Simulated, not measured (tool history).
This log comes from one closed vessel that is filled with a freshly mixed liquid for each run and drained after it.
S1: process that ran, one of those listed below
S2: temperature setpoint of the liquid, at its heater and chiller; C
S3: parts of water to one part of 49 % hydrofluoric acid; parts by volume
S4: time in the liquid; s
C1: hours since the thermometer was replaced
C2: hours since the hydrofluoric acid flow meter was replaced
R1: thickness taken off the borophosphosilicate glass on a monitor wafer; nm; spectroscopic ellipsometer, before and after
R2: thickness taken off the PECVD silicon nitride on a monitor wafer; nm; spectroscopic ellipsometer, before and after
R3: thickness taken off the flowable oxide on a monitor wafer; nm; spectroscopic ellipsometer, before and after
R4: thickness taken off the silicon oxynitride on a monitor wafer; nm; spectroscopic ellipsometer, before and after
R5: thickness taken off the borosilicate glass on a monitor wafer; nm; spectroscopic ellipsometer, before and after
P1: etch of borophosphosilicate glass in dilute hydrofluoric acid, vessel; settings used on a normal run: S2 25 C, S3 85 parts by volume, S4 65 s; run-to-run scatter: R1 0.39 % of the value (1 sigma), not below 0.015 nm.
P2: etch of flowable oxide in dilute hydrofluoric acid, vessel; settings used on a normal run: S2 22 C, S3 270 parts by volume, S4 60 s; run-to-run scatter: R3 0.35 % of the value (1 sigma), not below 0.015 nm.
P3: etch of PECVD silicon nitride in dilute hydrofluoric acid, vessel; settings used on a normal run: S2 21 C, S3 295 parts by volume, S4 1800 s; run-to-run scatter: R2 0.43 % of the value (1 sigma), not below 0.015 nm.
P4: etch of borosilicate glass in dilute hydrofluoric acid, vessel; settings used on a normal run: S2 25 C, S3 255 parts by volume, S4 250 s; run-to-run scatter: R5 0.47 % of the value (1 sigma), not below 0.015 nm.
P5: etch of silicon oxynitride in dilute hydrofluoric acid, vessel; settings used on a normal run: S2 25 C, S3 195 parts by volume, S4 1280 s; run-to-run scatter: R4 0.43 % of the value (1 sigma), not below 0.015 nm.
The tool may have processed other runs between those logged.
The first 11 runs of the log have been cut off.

run	hour	S1	S2	S3	S4	C1	C2	R1	R2	R3	R4	R5
12	155.3	P2	30	270	60	1604.4	1002.4			13.341		
13	165	P4	25	255	250	1614.1	1012.1					27.719
14	180.5	P4	25	50	250	1629.6	1027.6					179.69
15	193.8	P1	25	85	125	1642.9	1040.9	66.811				
# hour 198.7: thermometer replaced
16	203.8	P4	25	255	470	5.1	1050.9					52.062
17	215.4	P5	25	195	1280	16.7	1062.5				9.2116	
18	225.6	P1	25	85	30	26.9	1072.7	16.016				
19	240.1	P1	31	85	65	41.4	1087.2	43.534				
20	255.4	P5	29.5	195	1280	56.7	1102.5				11.202	

What will run 21 give?
21	268.9	P1	21	85	30	70.2	1116	?				

{"run 21": {"R1": 13.692}}
